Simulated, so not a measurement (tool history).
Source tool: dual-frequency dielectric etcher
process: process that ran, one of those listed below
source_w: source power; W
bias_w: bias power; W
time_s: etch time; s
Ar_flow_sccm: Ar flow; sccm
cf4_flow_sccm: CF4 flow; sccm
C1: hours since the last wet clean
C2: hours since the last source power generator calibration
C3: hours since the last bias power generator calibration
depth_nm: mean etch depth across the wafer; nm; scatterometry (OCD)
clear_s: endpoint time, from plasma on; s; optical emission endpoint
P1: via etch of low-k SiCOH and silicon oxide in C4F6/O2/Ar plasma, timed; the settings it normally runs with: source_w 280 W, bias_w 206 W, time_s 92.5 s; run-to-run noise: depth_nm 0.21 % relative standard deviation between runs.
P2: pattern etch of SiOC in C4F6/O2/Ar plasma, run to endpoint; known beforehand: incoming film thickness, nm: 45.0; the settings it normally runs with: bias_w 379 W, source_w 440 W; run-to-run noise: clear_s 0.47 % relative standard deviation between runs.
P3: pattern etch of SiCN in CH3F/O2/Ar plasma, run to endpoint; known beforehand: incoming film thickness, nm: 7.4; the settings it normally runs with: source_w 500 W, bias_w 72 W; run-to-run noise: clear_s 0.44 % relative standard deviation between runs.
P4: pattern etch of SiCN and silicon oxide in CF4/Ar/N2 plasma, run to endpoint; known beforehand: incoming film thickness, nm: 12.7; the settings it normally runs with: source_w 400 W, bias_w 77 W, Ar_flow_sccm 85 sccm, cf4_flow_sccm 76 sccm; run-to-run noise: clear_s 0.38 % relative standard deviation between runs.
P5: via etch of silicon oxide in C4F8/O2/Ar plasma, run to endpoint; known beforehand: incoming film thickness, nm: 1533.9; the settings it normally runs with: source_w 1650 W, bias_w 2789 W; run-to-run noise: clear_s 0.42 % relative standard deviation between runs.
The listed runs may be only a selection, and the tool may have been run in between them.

run 1 day=0.179 | process=P1 source_w=280 bias_w=206 time_s=92.5 | C1=273.4 C2=2399.2 C3=1103.4 | depth_nm=238.35
run 2 day=0.412 | process=P1 source_w=280 bias_w=132 time_s=92.5 | C1=279 C2=2404.8 C3=1109 | depth_nm=206.94
run 3 day=0.612 | process=P2 source_w=560 bias_w=379 | C1=283.8 C2=2409.6 C3=1113.8 | clear_s=15.077
run 4 day=0.729 | process=P2 source_w=440 bias_w=379 | C1=286.6 C2=2412.4 C3=1116.6 | clear_s=16.734
run 5 day=0.95 | process=P4 source_w=400 bias_w=77 Ar_flow_sccm=106 cf4_flow_sccm=76 | C1=291.9 C2=2417.7 C3=1121.9 | clear_s=15.719
run 6 day=1.212 | process=P4 source_w=490 bias_w=77 Ar_flow_sccm=85 cf4_flow_sccm=76 | C1=298.2 C2=2424 C3=1128.2 | clear_s=12.749
run 7 day=1.45 | process=P1 source_w=280 bias_w=206 time_s=92.5 | C1=303.9 C2=2429.7 C3=1133.9 | depth_nm=237.9
run 8 day=1.675 | process=P5 source_w=1650 bias_w=2789 | C1=309.3 C2=2435.1 C3=1139.3 | clear_s=301.22
run 9 day=1.888 | process=P5 source_w=1650 bias_w=1715 | C1=314.4 C2=2440.2 C3=1144.4 | clear_s=348.72
run 10 day=2.1 | process=P1 source_w=280 bias_w=206 time_s=139.5 | C1=319.5 C2=2445.3 C3=1149.5 | depth_nm=359.81
run 11 day=2.296 | process=P5 source_w=1650 bias_w=2789 | C1=324.2 C2=2450 C3=1154.2 | clear_s=302.28
run 12 day=2.517 | process=P4 source_w=400 bias_w=77 Ar_flow_sccm=85 cf4_flow_sccm=61 | C1=329.5 C2=2455.3 C3=1159.5 | clear_s=15.813
run 13 day=2.671 | process=P1 source_w=280 bias_w=206 time_s=92.5 | C1=333.2 C2=2459 C3=1163.2 | depth_nm=238.75
run 14 day=2.871 | process=P2 source_w=440 bias_w=379 | C1=338 C2=2463.8 C3=1168 | clear_s=16.595
run 15 day=3 | process=P5 source_w=2000 bias_w=2789 | C1=341.1 C2=2466.9 C3=1171.1 | clear_s=279.08
run 16 day=3.2 | process=P1 source_w=280 bias_w=248 time_s=92.5 | C1=345.9 C2=2471.7 C3=1175.9 | depth_nm=253.08
run 17 day=3.396 | process=P3 source_w=500 bias_w=42 | C1=350.6 C2=2476.4 C3=1180.6 | clear_s=21.82
run 18 day=3.575 | process=P1 source_w=330 bias_w=206 time_s=92.5 | C1=354.9 C2=2480.7 C3=1184.9 | depth_nm=253.95
run 19 day=3.762 | process=P1 source_w=280 bias_w=206 time_s=92.5 | C1=359.4 C2=2485.2 C3=1189.4 | depth_nm=238.42
run 20 day=3.912 | process=P2 source_w=440 bias_w=510 | C1=363 C2=2488.8 C3=1193 | clear_s=15.083
run 21 day=4.129 | process=P3 source_w=630 bias_w=72 | C1=368.2 C2=2494 C3=1198.2 | clear_s=16.844
run 22 day=4.367 | process=P1 source_w=280 bias_w=206 time_s=92.5 | C1=373.9 C2=2499.7 C3=1203.9 | depth_nm=238.25
run 23 day=4.538 | process=P1 source_w=330 bias_w=206 time_s=124.5 | C1=378 C2=2503.8 C3=1208 | depth_nm=341.26
run 24 day=4.75 | process=P1 source_w=180 bias_w=206 time_s=92.5 | C1=383.1 C2=2508.9 C3=1213.1 | depth_nm=201.3
run 25 day=4.888 | process=P3 source_w=500 bias_w=72 | C1=386.4 C2=2512.2 C3=1216.4 | clear_s=18.273
run 26 day=5.017 | process=P4 source_w=400 bias_w=77 Ar_flow_sccm=85 cf4_flow_sccm=76 | C1=389.5 C2=2515.3 C3=1219.5 | clear_s=15.209
run 27 day=5.138 | process=P1 source_w=280 bias_w=206 time_s=51 | C1=392.4 C2=2518.2 C3=1222.4 | depth_nm=131.53
run 28 day=5.321 | process=P4 source_w=400 bias_w=93 Ar_flow_sccm=85 cf4_flow_sccm=76 | C1=396.8 C2=2522.6 C3=1226.8 | clear_s=14.377
run 29 day=5.512 | process=P1 source_w=280 bias_w=206 time_s=92.5 | C1=401.4 C2=2527.2 C3=1231.4 | depth_nm=237.86
run 30 day=5.712 | process=P1 source_w=280 bias_w=206 time_s=92.5 | C1=406.2 C2=2532 C3=1236.2 | depth_nm=236.74
run 31 day=5.85 | process=P1 source_w=280 bias_w=206 time_s=92.5 | C1=409.5 C2=2535.3 C3=1239.5 | depth_nm=236.29
run 32 day=6 | process=P1 source_w=280 bias_w=206 time_s=92.5 | C1=413.1 C2=2538.9 C3=1243.1 | depth_nm=236.42
run 33 day=6.121 | process=P1 source_w=280 bias_w=206 time_s=92.5 | C1=416 C2=2541.8 C3=1246 | depth_nm=234.41
run 34 day=6.288 | process=P1 source_w=280 bias_w=206 time_s=92.5 | C1=420 C2=2545.8 C3=1250 | depth_nm=234.54
-- day=6.379 wet clean of the chamber
run 35 day=6.512 | process=P1 source_w=280 bias_w=206 time_s=92.5 | C1=3.2 C2=2551.2 C3=1255.4 | depth_nm=234.53
run 36 day=6.675 | process=P1 source_w=280 bias_w=206 time_s=92.5 | C1=7.1 C2=2555.1 C3=1259.3 | depth_nm=234.78
run 37 day=6.808 | process=P1 source_w=280 bias_w=206 time_s=92.5 | C1=10.3 C2=2558.3 C3=1262.5 | depth_nm=235.14

The log shows P1 creeping away from where it was. Any of the 2 causes listed here, at the size stated for it, fits the log just as well as the others:
A: source power that arrives under what is set, % = 4.1
B: bias power that arrives under what is set, % = 4.73
The process output started creeping at around day 5.512.
Excluded causes, each with its reason:
chamber walls in a state that lowers the etch rate, %: was serviced at day 6.379, once the creep was under way, yet the earlier output never came back

Which of the 4 check runs listed below, each an average over 2 wafers with its results shown as question marks, gives clearly different results under the different listed causes?
run check 1 day=6.942 | process=P2 source_w=440 bias_w=379 | clear_s=?
run check 2 day=6.942 | process=P3 source_w=500 bias_w=72 | clear_s=?
run check 3 day=6.942 | process=P5 source_w=1650 bias_w=2789 | clear_s=?
run check 4 day=6.942 | process=P4 source_w=400 bias_w=77 Ar_flow_sccm=85 cf4_flow_sccm=76 | clear_s=?

Expected result of each check under each candidate cause:
check=check_1 result=clear_s if_A=16.937 if_B=16.963
check=check_2 result=clear_s if_A=18.623 if_B=18.641
check=check_3 result=clear_s if_A=306.18 if_B=305.77
check=check_4 result=clear_s if_A=15.841 if_B=15.513
Gap, in per cent, between the two causes that each check separates least, read from the result that separates them most: check 1 0.15 %; check 2 0.09 %; check 3 0.14 %; check 4 2.09 %
Only in check 4 would the causes give clearly different results; in the remaining checks their results would be nearly the same.

Check 4 was carried out, with these results: clear_s 15.838 s. Which of the listed causes is responsible?

It was cause A: source power that arrives under what is set, %.
